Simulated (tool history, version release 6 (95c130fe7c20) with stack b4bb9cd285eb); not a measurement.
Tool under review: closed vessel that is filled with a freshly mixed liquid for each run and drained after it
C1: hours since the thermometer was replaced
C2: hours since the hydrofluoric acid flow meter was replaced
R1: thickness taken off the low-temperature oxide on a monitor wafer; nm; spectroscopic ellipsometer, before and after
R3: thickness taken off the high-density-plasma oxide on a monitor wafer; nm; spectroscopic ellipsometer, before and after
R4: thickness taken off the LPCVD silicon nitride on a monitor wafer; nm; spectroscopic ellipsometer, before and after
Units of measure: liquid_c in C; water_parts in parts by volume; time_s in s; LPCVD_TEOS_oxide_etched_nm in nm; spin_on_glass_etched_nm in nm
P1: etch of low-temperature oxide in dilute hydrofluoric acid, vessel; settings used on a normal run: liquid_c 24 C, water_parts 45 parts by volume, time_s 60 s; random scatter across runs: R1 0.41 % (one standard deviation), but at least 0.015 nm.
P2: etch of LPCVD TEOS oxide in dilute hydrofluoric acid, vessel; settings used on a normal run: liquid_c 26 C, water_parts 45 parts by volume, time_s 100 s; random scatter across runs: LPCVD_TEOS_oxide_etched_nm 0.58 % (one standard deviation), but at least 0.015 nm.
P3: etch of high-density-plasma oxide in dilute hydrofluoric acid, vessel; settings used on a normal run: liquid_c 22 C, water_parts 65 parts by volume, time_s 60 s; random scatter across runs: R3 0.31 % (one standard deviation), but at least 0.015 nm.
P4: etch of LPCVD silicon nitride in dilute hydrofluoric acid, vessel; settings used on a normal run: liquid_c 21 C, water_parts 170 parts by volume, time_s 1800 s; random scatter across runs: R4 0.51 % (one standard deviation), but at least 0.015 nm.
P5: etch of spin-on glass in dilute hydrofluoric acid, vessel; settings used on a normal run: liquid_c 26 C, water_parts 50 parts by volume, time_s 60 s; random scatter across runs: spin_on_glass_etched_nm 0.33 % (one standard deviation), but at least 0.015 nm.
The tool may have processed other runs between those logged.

Run 1, hour 7.2: process P1, liquid_c 24 C, water_parts 45 parts by volume, time_s 60 s; C1 422.1; C2 245. Result: R1 41.109 nm.
Run 2, hour 22.2: process P2, liquid_c 26 C, water_parts 45 parts by volume, time_s 175 s; C1 437.1; C2 260. Result: LPCVD_TEOS_oxide_etched_nm 81.979 nm.
Run 3, hour 32.9: process P3, liquid_c 22 C, water_parts 65 parts by volume, time_s 60 s; C1 447.8; C2 270.7. Result: R3 10.116 nm.
Run 4, hour 44.9: process P1, liquid_c 31 C, water_parts 20 parts by volume, time_s 60 s; C1 459.8; C2 282.7. Result: R1 127.01 nm.
Run 5, hour 52.6: process P1, liquid_c 29 C, water_parts 25 parts by volume, time_s 60 s; C1 467.5; C2 290.4. Result: R1 93.688 nm.
Run 6, hour 61.5: process P1, liquid_c 24 C, water_parts 45 parts by volume, time_s 60 s; C1 476.4; C2 299.3. Result: R1 40.893 nm.
Run 7, hour 77.4: process P2, liquid_c 26 C, water_parts 45 parts by volume, time_s 100 s; C1 492.3; C2 315.2. Result: LPCVD_TEOS_oxide_etched_nm 46.857 nm.
Run 8, hour 87.7: process P4, liquid_c 21 C, water_parts 170 parts by volume, time_s 3590 s; C1 502.6; C2 325.5. Result: R4 8.7476 nm.
Run 9, hour 96.3: process P1, liquid_c 24 C, water_parts 45 parts by volume, time_s 60 s; C1 511.2; C2 334.1. Result: R1 40.978 nm.
Run 10, hour 103.6: process P3, liquid_c 22 C, water_parts 95 parts by volume, time_s 60 s; C1 518.5; C2 341.4. Result: R3 6.6794 nm.
Run 11, hour 120.2: process P1, liquid_c 28 C, water_parts 45 parts by volume, time_s 60 s; C1 535.1; C2 358. Result: R1 48.184 nm.
Run 12, hour 127.5: process P5, liquid_c 26 C, water_parts 50 parts by volume, time_s 90 s; C1 542.4; C2 365.3. Result: spin_on_glass_etched_nm 69.674 nm.
Run 13, hour 143.2: process P3, liquid_c 22 C, water_parts 65 parts by volume, time_s 30 s; C1 558.1; C2 381. Result: R3 5.0675 nm.
At hour 143.3: thermometer replaced.
Run 14, hour 157.1: process P2, liquid_c 26 C, water_parts 75 parts by volume, time_s 100 s; C1 13.9; C2 394.9. Result: LPCVD_TEOS_oxide_etched_nm 27.382 nm.
Run 15, hour 167.3: process P5, liquid_c 26 C, water_parts 85 parts by volume, time_s 60 s; C1 24.1; C2 405.1. Result: spin_on_glass_etched_nm 25.998 nm.
Run 16, hour 175.4: process P4, liquid_c 21 C, water_parts 260 parts by volume, time_s 1800 s; C1 32.2; C2 413.2. Result: R4 2.9132 nm.
Run 17, hour 188.7: process P4, liquid_c 17 C, water_parts 170 parts by volume, time_s 1800 s; C1 45.5; C2 426.5. Result: R4 3.3286 nm.
Run 18, hour 205.1: process P5, liquid_c 19.5 C, water_parts 50 parts by volume, time_s 60 s; C1 61.9; C2 442.9. Result: spin_on_glass_etched_nm 35.618 nm.
Run 19, hour 213.5: process P4, liquid_c 21 C, water_parts 170 parts by volume, time_s 1800 s; C1 70.3; C2 451.3. Result: R4 4.3742 nm.
Run 20, hour 222.1: process P1, liquid_c 24 C, water_parts 25 parts by volume, time_s 60 s; C1 78.9; C2 459.9. Result: R1 76.158 nm.
Run 21, hour 237.1: process P1, liquid_c 17.5 C, water_parts 45 parts by volume, time_s 60 s; C1 93.9; C2 474.9. Result: R1 31.262 nm.
Run 22, hour 250.5: process P1, liquid_c 24 C, water_parts 45 parts by volume, time_s 30 s; C1 107.3; C2 488.3. Result: R1 20.53 nm.
Run 23, hour 261.7: process P1, liquid_c 24 C, water_parts 45 parts by volume, time_s 85 s; C1 118.5; C2 499.5. Result: R1 57.994 nm.
Run 24, hour 274.6: process P1, liquid_c 24 C, water_parts 45 parts by volume, time_s 60 s; C1 131.4; C2 512.4. Result: R1 41.129 nm.
Run 25, hour 287.1: process P1, liquid_c 24 C, water_parts 60 parts by volume, time_s 60 s; C1 143.9; C2 524.9. Result: R1 30.35 nm.
Run 26, hour 300.8: process P3, liquid_c 18 C, water_parts 65 parts by volume, time_s 60 s; C1 157.6; C2 538.6. Result: R3 8.51 nm.
Run 27, hour 309.2: process P2, liquid_c 22.5 C, water_parts 45 parts by volume, time_s 100 s; C1 166; C2 547. Result: LPCVD_TEOS_oxide_etched_nm 40.669 nm.
Run 28, hour 320.5: process P1, liquid_c 24 C, water_parts 45 parts by volume, time_s 60 s; C1 177.3; C2 558.3. Result: R1 40.999 nm.
Run 29, hour 330.8: process P5, liquid_c 26 C, water_parts 50 parts by volume, time_s 60 s; C1 187.6; C2 568.6. Result: spin_on_glass_etched_nm 46.551 nm.
Run 30, hour 338.7: process P1, liquid_c 24 C, water_parts 45 parts by volume, time_s 60 s; C1 195.5; C2 576.5. Result: R1 41.041 nm.
Run 31, hour 350.4: process P1, liquid_c 24 C, water_parts 45 parts by volume, time_s 60 s; C1 207.2; C2 588.2. Result: R1 39.544 nm.
Run 32, hour 359.8: process P1, liquid_c 24 C, water_parts 45 parts by volume, time_s 60 s; C1 216.6; C2 597.6. Result: R1 38.95 nm.
Run 33, hour 376.4: process P1, liquid_c 24 C, water_parts 45 parts by volume, time_s 60 s; C1 233.2; C2 614.2. Result: R1 37.977 nm.
Run 34, hour 386.8: process P1, liquid_c 24 C, water_parts 45 parts by volume, time_s 60 s; C1 243.6; C2 624.6. Result: R1 37.743 nm.
Run 35, hour 397.3: process P1, liquid_c 24 C, water_parts 45 parts by volume, time_s 60 s; C1 254.1; C2 635.1. Result: R1 37.691 nm.
Run 36, hour 409.3: process P1, liquid_c 24 C, water_parts 45 parts by volume, time_s 60 s; C1 266.1; C2 647.1. Result: R1 37.501 nm.
Run 37, hour 418.1: process P1, liquid_c 24 C, water_parts 45 parts by volume, time_s 60 s; C1 274.9; C2 655.9. Result: R1 37.512 nm.

Compared with where it was, what P1 gives has crept away. Each cause listed below fits the log as well as the rest, at the size given for it:
A: liquid colder than its thermometer reads (K) = 2.14
B: hydrofluoric acid flow below the setpoint (%) = 8.02
Creep in the process output first set in at about hour 338.7.

Below are 4 check runs, each on a single wafer, with their results shown as question marks. Which of them would tell the listed causes apart, meaning the causes would give clearly different results under it?
Run check 1, hour 426.9: process P5, liquid_c 26 C, water_parts 50 parts by volume, time_s 60 s. Result: spin_on_glass_etched_nm ?.
Run check 2, hour 426.9: process P3, liquid_c 22 C, water_parts 65 parts by volume, time_s 60 s. Result: R3 ?.
Run check 3, hour 426.9: process P4, liquid_c 21 C, water_parts 170 parts by volume, time_s 1800 s. Result: R4 ?.
Run check 4, hour 426.9: process P2, liquid_c 26 C, water_parts 45 parts by volume, time_s 100 s. Result: LPCVD_TEOS_oxide_etched_nm ?.

What every check run would give for each of its results, assuming each possible cause in turn:
  check                      result    if A    if B
check 1     spin_on_glass_etched_nm  42.617  42.521
check 2                          R3  9.2253  9.2129
check 3                          R4  3.7832  4.0187
check 4  LPCVD_TEOS_oxide_etched_nm  43.003  42.951
Per-check spread between the two closest causes, in the result where they differ most: check 1 0.22 %; check 2 0.13 %; check 3 6.04 %; check 4 0.12 %
Only in check 3 would the causes give clearly different results; in the remaining checks their results would be nearly the same.

Check 3 was carried out, with these results: R4 4.0421 nm. Which of the listed causes is responsible?

It is B: hydrofluoric acid flow below the setpoint (%).

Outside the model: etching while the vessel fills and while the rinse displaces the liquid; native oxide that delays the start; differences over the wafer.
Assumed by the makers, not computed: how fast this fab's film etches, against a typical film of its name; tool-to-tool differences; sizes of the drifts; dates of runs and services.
